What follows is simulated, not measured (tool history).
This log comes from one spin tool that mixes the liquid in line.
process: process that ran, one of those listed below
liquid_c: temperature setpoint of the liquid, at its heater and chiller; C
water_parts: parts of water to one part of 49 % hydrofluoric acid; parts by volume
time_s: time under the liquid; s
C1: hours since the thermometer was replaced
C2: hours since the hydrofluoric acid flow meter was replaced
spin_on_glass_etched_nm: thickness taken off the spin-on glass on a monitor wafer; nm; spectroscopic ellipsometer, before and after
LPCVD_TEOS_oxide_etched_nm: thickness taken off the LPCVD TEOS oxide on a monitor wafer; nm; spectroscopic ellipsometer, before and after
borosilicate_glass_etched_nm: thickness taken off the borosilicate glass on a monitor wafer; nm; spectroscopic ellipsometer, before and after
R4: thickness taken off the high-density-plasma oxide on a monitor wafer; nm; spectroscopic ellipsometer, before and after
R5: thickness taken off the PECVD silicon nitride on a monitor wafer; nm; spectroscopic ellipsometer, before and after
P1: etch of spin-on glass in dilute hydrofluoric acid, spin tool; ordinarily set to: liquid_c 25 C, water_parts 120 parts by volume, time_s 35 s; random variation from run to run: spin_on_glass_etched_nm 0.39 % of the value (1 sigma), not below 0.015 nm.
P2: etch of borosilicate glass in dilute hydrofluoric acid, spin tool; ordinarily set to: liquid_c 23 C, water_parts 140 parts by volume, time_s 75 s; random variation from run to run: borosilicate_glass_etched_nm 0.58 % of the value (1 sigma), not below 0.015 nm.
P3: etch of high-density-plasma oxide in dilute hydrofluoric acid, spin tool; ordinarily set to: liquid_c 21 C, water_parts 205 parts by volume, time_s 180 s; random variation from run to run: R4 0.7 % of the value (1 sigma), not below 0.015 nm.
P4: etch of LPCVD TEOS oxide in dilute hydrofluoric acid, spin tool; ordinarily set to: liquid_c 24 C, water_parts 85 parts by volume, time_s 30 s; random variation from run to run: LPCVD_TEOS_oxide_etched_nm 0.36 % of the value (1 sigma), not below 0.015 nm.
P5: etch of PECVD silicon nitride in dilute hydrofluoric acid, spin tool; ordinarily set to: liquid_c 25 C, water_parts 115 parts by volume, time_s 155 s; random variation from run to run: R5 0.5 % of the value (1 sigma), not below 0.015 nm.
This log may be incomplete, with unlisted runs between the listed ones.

run 1 day=0.429 | process=P1 liquid_c=25 water_parts=120 time_s=35 | C1=1817.5 C2=690.4 | spin_on_glass_etched_nm=10.496
run 2 day=0.962 | process=P4 liquid_c=24 water_parts=85 time_s=60 | C1=1830.3 C2=703.2 | LPCVD_TEOS_oxide_etched_nm=38.784
run 3 day=1.533 | process=P1 liquid_c=25 water_parts=120 time_s=35 | C1=1844 C2=716.9 | spin_on_glass_etched_nm=10.45
run 4 day=1.938 | process=P2 liquid_c=23 water_parts=140 time_s=75 | C1=1853.7 C2=726.6 | borosilicate_glass_etched_nm=22.212
run 5 day=2.267 | process=P3 liquid_c=21 water_parts=205 time_s=180 | C1=1861.6 C2=734.5 | R4=3.463
run 6 day=2.729 | process=P4 liquid_c=24 water_parts=145 time_s=30 | C1=1872.7 C2=745.6 | LPCVD_TEOS_oxide_etched_nm=10.518
run 7 day=3.092 | process=P1 liquid_c=25 water_parts=45 time_s=60 | C1=1881.4 C2=754.3 | spin_on_glass_etched_nm=52.615
run 8 day=3.646 | process=P1 liquid_c=25 water_parts=120 time_s=15 | C1=1894.7 C2=767.6 | spin_on_glass_etched_nm=4.4962
run 9 day=4.217 | process=P4 liquid_c=29.5 water_parts=85 time_s=30 | C1=1908.4 C2=781.3 | LPCVD_TEOS_oxide_etched_nm=24.091
run 10 day=4.767 | process=P4 liquid_c=24 water_parts=85 time_s=30 | C1=1921.6 C2=794.5 | LPCVD_TEOS_oxide_etched_nm=19.224
run 11 day=5.192 | process=P1 liquid_c=25 water_parts=210 time_s=35 | C1=1931.8 C2=804.7 | spin_on_glass_etched_nm=5.4101
run 12 day=5.883 | process=P2 liquid_c=23 water_parts=65 time_s=75 | C1=1948.4 C2=821.3 | borosilicate_glass_etched_nm=52.473
run 13 day=6.425 | process=P2 liquid_c=30.5 water_parts=140 time_s=75 | C1=1961.4 C2=834.3 | borosilicate_glass_etched_nm=28.894
run 14 day=6.971 | process=P1 liquid_c=25 water_parts=120 time_s=35 | C1=1974.5 C2=847.4 | spin_on_glass_etched_nm=10.583
run 15 day=7.604 | process=P3 liquid_c=27.5 water_parts=205 time_s=180 | C1=1989.7 C2=862.6 | R4=4.416
run 16 day=7.933 | process=P2 liquid_c=23 water_parts=140 time_s=120 | C1=1997.6 C2=870.5 | borosilicate_glass_etched_nm=35.241
run 17 day=8.338 | process=P3 liquid_c=21 water_parts=205 time_s=25 | C1=2007.3 C2=880.2 | R4=0.45409
run 18 day=9.046 | process=P5 liquid_c=32 water_parts=115 time_s=155 | C1=2024.3 C2=897.2 | R5=11.327
run 19 day=9.675 | process=P1 liquid_c=29.5 water_parts=120 time_s=35 | C1=2039.4 C2=912.3 | spin_on_glass_etched_nm=12.513
run 20 day=10.371 | process=P5 liquid_c=25 water_parts=175 time_s=155 | C1=2056.1 C2=929 | R5=4.7794
run 21 day=10.904 | process=P1 liquid_c=25 water_parts=120 time_s=65 | C1=2068.9 C2=941.8 | spin_on_glass_etched_nm=19.372
run 22 day=11.338 | process=P3 liquid_c=21 water_parts=290 time_s=180 | C1=2079.3 C2=952.2 | R4=2.2288
run 23 day=11.908 | process=P1 liquid_c=25 water_parts=120 time_s=35 | C1=2093 C2=965.9 | spin_on_glass_etched_nm=10.534
run 24 day=12.462 | process=P4 liquid_c=24 water_parts=85 time_s=30 | C1=2106.3 C2=979.2 | LPCVD_TEOS_oxide_etched_nm=19.324
run 25 day=12.925 | process=P1 liquid_c=25 water_parts=120 time_s=35 | C1=2117.4 C2=990.3 | spin_on_glass_etched_nm=10.499
run 26 day=13.258 | process=P5 liquid_c=25 water_parts=115 time_s=155 | C1=2125.4 C2=998.3 | R5=7.2896
run 27 day=13.775 | process=P3 liquid_c=21 water_parts=205 time_s=180 | C1=2137.8 C2=1010.7 | R4=3.4758
run 28 day=14.304 | process=P1 liquid_c=30.5 water_parts=120 time_s=15 | C1=2150.5 C2=1023.4 | spin_on_glass_etched_nm=5.4893
run 29 day=14.842 | process=P1 liquid_c=25 water_parts=25 time_s=35 | C1=2163.4 C2=1036.3 | spin_on_glass_etched_nm=56.865
run 30 day=15.375 | process=P5 liquid_c=25 water_parts=115 time_s=40 | C1=2176.2 C2=1049.1 | R5=1.8876
run 31 day=15.904 | process=P2 liquid_c=23 water_parts=140 time_s=75 | C1=2188.9 C2=1061.8 | borosilicate_glass_etched_nm=22.178
run 32 day=16.367 | process=P1 liquid_c=18 water_parts=120 time_s=35 | C1=2200 C2=1072.9 | spin_on_glass_etched_nm=7.8615
run 33 day=16.738 | process=P1 liquid_c=25 water_parts=120 time_s=35 | C1=2208.9 C2=1081.8 | spin_on_glass_etched_nm=10.487
run 34 day=17.388 | process=P1 liquid_c=25 water_parts=120 time_s=35 | C1=2224.5 C2=1097.4 | spin_on_glass_etched_nm=10.857
run 35 day=17.958 | process=P1 liquid_c=25 water_parts=120 time_s=35 | C1=2238.2 C2=1111.1 | spin_on_glass_etched_nm=11.106
run 36 day=18.317 | process=P1 liquid_c=25 water_parts=120 time_s=35 | C1=2246.8 C2=1119.7 | spin_on_glass_etched_nm=11.169
run 37 day=18.946 | process=P1 liquid_c=25 water_parts=120 time_s=35 | C1=2261.9 C2=1134.8 | spin_on_glass_etched_nm=11.198
run 38 day=19.558 | process=P1 liquid_c=25 water_parts=120 time_s=35 | C1=2276.6 C2=1149.5 | spin_on_glass_etched_nm=11.331
run 39 day=20.108 | process=P1 liquid_c=25 water_parts=120 time_s=35 | C1=2289.8 C2=1162.7 | spin_on_glass_etched_nm=11.252

What P1 gives has crept off from where it sat before. The 2 causes that follow fit the log equally well, each at the size noted:
A: hydrofluoric acid flow above the setpoint (%) = 6.59
B: liquid hotter than its thermometer reads (K) = 1.91
Creep in the process output first set in at about day 16.738.

Of the 4 check runs listed below, each run on one wafer and each result written as a question mark, which would let you distinguish the listed causes because they would give clearly different results?
run check 1 day=20.658 | process=P3 liquid_c=27 water_parts=205 time_s=30 | R4=?
run check 2 day=20.658 | process=P5 liquid_c=31.5 water_parts=115 time_s=155 | R5=?
run check 3 day=20.658 | process=P4 liquid_c=24 water_parts=85 time_s=60 | LPCVD_TEOS_oxide_etched_nm=?
run check 4 day=20.658 | process=P2 liquid_c=23 water_parts=90 time_s=75 | borosilicate_glass_etched_nm=?

How each check would come out, cause by cause:
check=check_1 result=R4 if_A=0.77837 if_B=0.76979
check=check_2 result=R5 if_A=11.679 if_B=12.3
check=check_3 result=LPCVD_TEOS_oxide_etched_nm if_A=41.491 if_B=41.714
check=check_4 result=borosilicate_glass_etched_nm if_A=39.065 if_B=39.288
Per check, the gap between the least separated pair of causes, taken in the result that splits them most: check 1 1.11 %; check 2 5.18 %; check 3 0.54 %; check 4 0.57 %
The other checks would show nearly matching results whichever cause is true, so check 2 is the only one that separates the causes.

Check 2 has now been run. It gave: R5 11.643 nm. Which of the candidate causes is it?

It was cause A: hydrofluoric acid flow above the setpoint (%).
